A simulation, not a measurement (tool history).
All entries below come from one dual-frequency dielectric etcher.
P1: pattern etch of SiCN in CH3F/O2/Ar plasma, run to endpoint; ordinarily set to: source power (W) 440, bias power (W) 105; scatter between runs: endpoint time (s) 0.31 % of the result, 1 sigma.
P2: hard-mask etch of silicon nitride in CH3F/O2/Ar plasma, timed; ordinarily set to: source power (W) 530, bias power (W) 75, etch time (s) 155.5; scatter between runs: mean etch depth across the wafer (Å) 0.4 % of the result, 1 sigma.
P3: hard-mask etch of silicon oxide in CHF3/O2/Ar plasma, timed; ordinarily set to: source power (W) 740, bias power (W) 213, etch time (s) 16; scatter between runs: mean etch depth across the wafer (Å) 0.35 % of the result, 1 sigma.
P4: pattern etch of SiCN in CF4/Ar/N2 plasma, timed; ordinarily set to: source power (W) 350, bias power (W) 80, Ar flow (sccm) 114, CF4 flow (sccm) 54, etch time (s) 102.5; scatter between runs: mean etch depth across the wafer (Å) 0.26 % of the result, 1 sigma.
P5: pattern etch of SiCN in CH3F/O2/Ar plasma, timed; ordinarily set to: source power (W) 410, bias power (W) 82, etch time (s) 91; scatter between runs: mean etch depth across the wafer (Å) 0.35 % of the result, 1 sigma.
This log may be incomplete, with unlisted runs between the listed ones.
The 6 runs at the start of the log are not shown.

run	hour	process that ran	source power (W)	bias power (W)	Ar flow (sccm)	CF4 flow (sccm)	etch time (s)	hours since the last wet clean	hours since the last source power generator calibration	hours since the last bias power generator calibration	endpoint time (s)	mean etch depth across the wafer (Å)
7	29.7	P2	530	53			155.5	113	914.4	218.7		1083
8	35.2	P3	740	213			21.5	118.5	919.9	224.2		476.56
9	41	P4	350	112	114	54	102.5	124.3	925.7	230		779.9
10	45.4	P2	530	75			155.5	128.7	930.1	234.4		1213.7
11	49.9	P1	440	105				133.2	934.6	238.9	21.49	
12	54.4	P1	330	63				137.7	939.1	243.4	28.759	
13	59.4	P5	340	82			91	142.7	944.1	248.4		344.97
14	65.2	P2	530	75			85.5	148.5	949.9	254.2		672.68
15	71.4	P3	740	213			16	154.7	956.1	260.4		354.61
16	75.7	P5	410	82			133.5	159	960.4	264.7		544.36
17	80.9	P4	350	80	114	54	102.5	164.2	965.6	269.9		681.98
18	84	P4	420	80	114	54	102.5	167.3	968.7	273		802.29
19	88	P3	460	213			16	171.3	972.7	277		295.98
# hour 88.3: bias power generator calibrated
20	92.5	P4	350	80	114	54	102.5	175.8	977.2	4.2		684.8
21	95.3	P1	550	105				178.6	980	7	19.712	
22	99.8	P5	410	82			91	183.1	984.5	11.5		369.01
23	105.4	P1	440	136				188.7	990.1	17.1	19.415	
24	109.5	P1	440	105				192.8	994.2	21.2	21.374	
25	115.4	P2	640	75			155.5	198.7	1000.1	27.1		1318.3
26	119.3	P1	300	105				202.6	1004	31	24.658	

Run 27 comes next. What will it give?
27	124.8	P1	340	80				208.1	1009.5	36.5	?	

endpoint time (s): 26.11
